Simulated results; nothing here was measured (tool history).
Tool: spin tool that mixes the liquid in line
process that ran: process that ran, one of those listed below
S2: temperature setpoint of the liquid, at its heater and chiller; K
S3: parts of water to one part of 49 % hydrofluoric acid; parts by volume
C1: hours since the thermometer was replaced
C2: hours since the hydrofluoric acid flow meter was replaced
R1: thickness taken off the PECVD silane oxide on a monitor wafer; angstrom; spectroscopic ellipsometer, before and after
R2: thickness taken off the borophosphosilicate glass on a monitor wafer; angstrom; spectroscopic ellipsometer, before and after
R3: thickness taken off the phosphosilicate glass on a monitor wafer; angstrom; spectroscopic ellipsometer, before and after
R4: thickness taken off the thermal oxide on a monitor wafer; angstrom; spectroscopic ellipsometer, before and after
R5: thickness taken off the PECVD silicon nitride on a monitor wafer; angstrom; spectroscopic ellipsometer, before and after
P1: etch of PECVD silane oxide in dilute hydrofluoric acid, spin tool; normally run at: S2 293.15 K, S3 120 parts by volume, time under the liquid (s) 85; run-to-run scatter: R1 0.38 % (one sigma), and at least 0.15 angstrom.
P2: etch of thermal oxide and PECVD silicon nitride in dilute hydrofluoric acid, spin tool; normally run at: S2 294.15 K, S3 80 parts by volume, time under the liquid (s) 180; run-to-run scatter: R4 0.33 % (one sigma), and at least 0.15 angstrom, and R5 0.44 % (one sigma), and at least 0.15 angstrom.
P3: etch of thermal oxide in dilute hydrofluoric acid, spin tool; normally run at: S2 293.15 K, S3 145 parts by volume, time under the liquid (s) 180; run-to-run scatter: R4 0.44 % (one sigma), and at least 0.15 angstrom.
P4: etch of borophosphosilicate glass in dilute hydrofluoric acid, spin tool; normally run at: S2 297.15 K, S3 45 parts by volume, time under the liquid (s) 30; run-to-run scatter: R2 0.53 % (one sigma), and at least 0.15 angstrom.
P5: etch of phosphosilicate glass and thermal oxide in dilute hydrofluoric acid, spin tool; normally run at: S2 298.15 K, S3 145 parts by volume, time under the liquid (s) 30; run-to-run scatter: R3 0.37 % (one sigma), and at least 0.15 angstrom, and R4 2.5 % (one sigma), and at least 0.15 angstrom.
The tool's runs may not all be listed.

run 1 day=0.183 | process_that_ran=P1 S2=293.15 S3=120 time_under_the_liquid_(s)=85 | C1=642.6 C2=148.5 | R1=228.580
run 2 day=0.496 | process_that_ran=P1 S2=293.15 S3=120 time_under_the_liquid_(s)=85 | C1=650.1 C2=156.0 | R1=229.110
run 3 day=0.700 | process_that_ran=P1 S2=301.15 S3=120 time_under_the_liquid_(s)=130 | C1=655.0 C2=160.9 | R1=479.870
run 4 day=0.892 | process_that_ran=P4 S2=297.15 S3=45 time_under_the_liquid_(s)=30 | C1=659.6 C2=165.5 | R2=287.42
run 5 day=1.046 | process_that_ran=P5 S2=298.15 S3=145 time_under_the_liquid_(s)=50 | C1=663.3 C2=169.2 | R3=405.91 R4=15.7020
run 6 day=1.308 | process_that_ran=P2 S2=294.15 S3=80 time_under_the_liquid_(s)=310 | C1=669.6 C2=175.5 | R4=159.1000 R5=139.680
run 7 day=1.571 | process_that_ran=P4 S2=297.15 S3=45 time_under_the_liquid_(s)=15 | C1=675.9 C2=181.8 | R2=143.72
run 8 day=1.804 | process_that_ran=P3 S2=293.15 S3=145 time_under_the_liquid_(s)=180 | C1=681.5 C2=187.4 | R4=45.0300
run 9 day=2.038 | process_that_ran=P1 S2=293.15 S3=120 time_under_the_liquid_(s)=15 | C1=687.1 C2=193.0 | R1=40.401
run 10 day=2.329 | process_that_ran=P1 S2=293.15 S3=175 time_under_the_liquid_(s)=85 | C1=694.1 C2=200.0 | R1=148.700
run 11 day=2.575 | process_that_ran=P5 S2=298.15 S3=145 time_under_the_liquid_(s)=30 | C1=700.0 C2=205.9 | R3=242.61 R4=9.7594
run 12 day=2.767 | process_that_ran=P4 S2=297.15 S3=45 time_under_the_liquid_(s)=30 | C1=704.6 C2=210.5 | R2=288.20
run 13 day=3.012 | process_that_ran=P5 S2=298.15 S3=65 time_under_the_liquid_(s)=30 | C1=710.5 C2=216.4 | R3=598.87 R4=23.5410
run 14 day=3.317 | process_that_ran=P1 S2=293.15 S3=120 time_under_the_liquid_(s)=130 | C1=717.8 C2=223.7 | R1=351.060
run 15 day=3.517 | process_that_ran=P1 S2=290.15 S3=120 time_under_the_liquid_(s)=85 | C1=722.6 C2=228.5 | R1=203.590
-- day=3.792 hydrofluoric acid flow meter replaced
run 16 day=3.792 | process_that_ran=P1 S2=293.15 S3=35 time_under_the_liquid_(s)=85 | C1=729.2 C2=0.1 | R1=871.770
run 17 day=4.075 | process_that_ran=P1 S2=293.15 S3=120 time_under_the_liquid_(s)=85 | C1=736.0 C2=6.9 | R1=228.970
run 18 day=4.354 | process_that_ran=P2 S2=294.15 S3=30 time_under_the_liquid_(s)=180 | C1=742.7 C2=13.6 | R4=261.6000 R5=210.260
run 19 day=4.596 | process_that_ran=P1 S2=299.15 S3=120 time_under_the_liquid_(s)=85 | C1=748.5 C2=19.4 | R1=290.790
run 20 day=4.767 | process_that_ran=P4 S2=290.15 S3=45 time_under_the_liquid_(s)=30 | C1=752.6 C2=23.5 | R2=211.83
run 21 day=5.033 | process_that_ran=P1 S2=293.15 S3=120 time_under_the_liquid_(s)=85 | C1=759.0 C2=29.9 | R1=229.830
run 22 day=5.346 | process_that_ran=P3 S2=297.15 S3=145 time_under_the_liquid_(s)=180 | C1=766.5 C2=37.4 | R4=52.9260
run 23 day=5.562 | process_that_ran=P3 S2=293.15 S3=80 time_under_the_liquid_(s)=180 | C1=771.7 C2=42.6 | R4=88.1030
run 24 day=5.858 | process_that_ran=P1 S2=293.15 S3=120 time_under_the_liquid_(s)=85 | C1=778.8 C2=49.7 | R1=229.910
run 25 day=6.108 | process_that_ran=P3 S2=293.15 S3=145 time_under_the_liquid_(s)=20 | C1=784.8 C2=55.7 | R4=4.9458
run 26 day=6.338 | process_that_ran=P5 S2=298.15 S3=145 time_under_the_liquid_(s)=30 | C1=790.3 C2=61.2 | R3=243.81 R4=9.5924
run 27 day=6.554 | process_that_ran=P2 S2=290.15 S3=80 time_under_the_liquid_(s)=180 | C1=795.5 C2=66.4 | R4=78.4300 R5=61.100
run 28 day=6.850 | process_that_ran=P4 S2=297.15 S3=25 time_under_the_liquid_(s)=30 | C1=802.6 C2=73.5 | R2=526.86
run 29 day=7.083 | process_that_ran=P2 S2=294.15 S3=80 time_under_the_liquid_(s)=180 | C1=808.2 C2=79.1 | R4=92.4730 R5=81.149
run 30 day=7.254 | process_that_ran=P5 S2=305.15 S3=145 time_under_the_liquid_(s)=30 | C1=812.3 C2=83.2 | R3=315.11 R4=12.7510
run 31 day=7.454 | process_that_ran=P1 S2=293.15 S3=120 time_under_the_liquid_(s)=85 | C1=817.1 C2=88.0 | R1=230.560
run 32 day=7.700 | process_that_ran=P1 S2=293.15 S3=120 time_under_the_liquid_(s)=85 | C1=823.0 C2=93.9 | R1=220.970
run 33 day=7.858 | process_that_ran=P1 S2=293.15 S3=120 time_under_the_liquid_(s)=85 | C1=826.8 C2=97.7 | R1=218.860
run 34 day=8.008 | process_that_ran=P1 S2=293.15 S3=120 time_under_the_liquid_(s)=85 | C1=830.4 C2=101.3 | R1=215.530
run 35 day=8.254 | process_that_ran=P1 S2=293.15 S3=120 time_under_the_liquid_(s)=85 | C1=836.3 C2=107.2 | R1=214.650
run 36 day=8.404 | process_that_ran=P1 S2=293.15 S3=120 time_under_the_liquid_(s)=85 | C1=839.9 C2=110.8 | R1=212.500
run 37 day=8.725 | process_that_ran=P1 S2=293.15 S3=120 time_under_the_liquid_(s)=85 | C1=847.6 C2=118.5 | R1=209.900
run 38 day=8.892 | process_that_ran=P1 S2=293.15 S3=120 time_under_the_liquid_(s)=85 | C1=851.6 C2=122.5 | R1=210.580
run 39 day=9.050 | process_that_ran=P1 S2=293.15 S3=120 time_under_the_liquid_(s)=85 | C1=855.4 C2=126.3 | R1=208.940
run 40 day=9.288 | process_that_ran=P1 S2=293.15 S3=120 time_under_the_liquid_(s)=85 | C1=861.1 C2=132.0 | R1=209.480
run 41 day=9.554 | process_that_ran=P1 S2=293.15 S3=120 time_under_the_liquid_(s)=85 | C1=867.5 C2=138.4 | R1=209.160

What P1 gives has crept away from where it was. These 2 causes fit the log equally well, each at the size given:
A: hydrofluoric acid flow below the setpoint (%) = 7.95
B: liquid colder than its thermometer reads (K) = 2.3
The creep began at about day 7.454.

4 check runs are offered, one wafer each, their results left as question marks. Which one tells the causes apart?
run check 1 day=9.821 | process_that_ran=P2 S2=294.15 S3=80 time_under_the_liquid_(s)=180 | R4=? R5=?
run check 2 day=9.821 | process_that_ran=P4 S2=297.15 S3=45 time_under_the_liquid_(s)=30 | R2=?
run check 3 day=9.821 | process_that_ran=P3 S2=293.15 S3=145 time_under_the_liquid_(s)=180 | R4=?
run check 4 day=9.821 | process_that_ran=P5 S2=298.15 S3=145 time_under_the_liquid_(s)=30 | R3=? R4=?

What each check would give under each cause:
check=check_1 result=R4 if_A=84.6520 if_B=84.2400
check=check_1 result=R5 if_A=74.489 if_B=68.971
check=check_2 result=R2 if_A=260.72 if_B=258.70
check=check_3 result=R4 if_A=41.0920 if_B=41.2140
check=check_4 result=R3 if_A=220.80 if_B=222.81
check=check_4 result=R4 if_A=8.7049 if_B=8.7843
How far apart the two closest causes lie, in the result that separates them most: check 1 7.7 %; check 2 0.78 %; check 3 0.3 %; check 4 0.91 %
Check 1 tells the causes apart: in the others they would give nearly the same result.

Then check 1 was run and gave: R4 84.5750 angstrom; R5 74.448 angstrom. Which cause is it?

It is A: hydrofluoric acid flow below the setpoint (%).

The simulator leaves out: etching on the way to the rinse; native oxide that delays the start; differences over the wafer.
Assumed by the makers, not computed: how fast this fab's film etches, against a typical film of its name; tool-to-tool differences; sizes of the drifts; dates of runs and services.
